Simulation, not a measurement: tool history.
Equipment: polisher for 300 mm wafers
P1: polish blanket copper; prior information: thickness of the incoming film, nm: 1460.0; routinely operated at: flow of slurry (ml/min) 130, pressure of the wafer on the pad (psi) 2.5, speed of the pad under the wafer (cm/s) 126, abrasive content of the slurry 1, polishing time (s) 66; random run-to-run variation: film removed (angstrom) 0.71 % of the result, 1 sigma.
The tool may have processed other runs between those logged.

run,hour,flow of slurry (ml/min),pressure of the wafer on the pad (psi),speed of the pad under the wafer (cm/s),abrasive content of the slurry,polishing time (s),wafers polished on this pad,hours since the slurry nozzle was cleaned,hours since the head pressure was calibrated,hours since the slurry blender was calibrated,film removed (angstrom)
1,12.6,130,2.5,126,1,66,434,196.2,342.4,34.9,2228.3
2,19.8,130,2.5,126,1.45,66,493,203.4,349.6,42.1,2426.6
3,29.9,130,2.5,126,1,33,576,213.5,359.7,52.2,1104.7
4,39.1,130,1.4,126,1,66,652,222.7,368.9,61.4,1244.5
5,51.1,130,2.5,126,1,66,752,234.7,380.9,73.4,2238.1
6,60.4,175,2.5,126,1,66,828,244,390.2,82.7,2333.6
7,75.4,130,2.5,126,1,66,952,259,405.2,97.7,2227.2
8,83.6,130,2.5,126,1,66,1020,267.2,413.4,105.9,2191.7
9,92,130,2.5,76,1,66,1089,275.6,421.8,114.3,1333.4
10,98.9,130,2.5,126,0.55,66,1146,282.5,428.7,121.2,1963.6
11,114.6,130,3.5,126,1,66,1276,298.2,444.4,136.9,3119.8
# hour 122.5: head pressure recalibrated
12,126.2,80,2.5,126,1,66,1372,309.8,3.7,148.5,1979.7
13,134.8,130,2.5,126,1,66,1443,318.4,12.3,157.1,2208.7
14,143.9,130,2.5,164,1,66,1518,327.5,21.4,166.2,2891.6
15,154,130,3.3,126,0.6,66,1601,337.6,31.5,176.3,2623.4
16,166.4,130,2.5,126,1,86,1703,350,43.9,188.7,2907.2
17,180.7,130,2.5,126,1,66,1822,364.3,58.2,203,2218.2
18,196.4,130,2.5,126,1,66,1951,380,73.9,218.7,2115.5
19,210.5,130,2.5,126,1,66,2068,394.1,88,232.8,2048.1
# hour 217.6: worn pad replaced by a new one
20,218.7,130,2.5,126,1,66,9,402.3,96.2,241,2038.6
21,231.5,130,2.5,126,1,66,115,415.1,109,253.8,2013.7
# hour 241.3: slurry blender recalibrated
22,241.9,130,2.5,126,1,66,200,425.5,119.4,0.6,2003.7
23,252,130,2.5,126,1,66,284,435.6,129.5,10.7,1984.8

Forecast run 24:
24,262.4,130,2.5,126,1,66,370,446,139.9,21.1,?

For run 24 the tool returned film removed (angstrom) 1985.8.

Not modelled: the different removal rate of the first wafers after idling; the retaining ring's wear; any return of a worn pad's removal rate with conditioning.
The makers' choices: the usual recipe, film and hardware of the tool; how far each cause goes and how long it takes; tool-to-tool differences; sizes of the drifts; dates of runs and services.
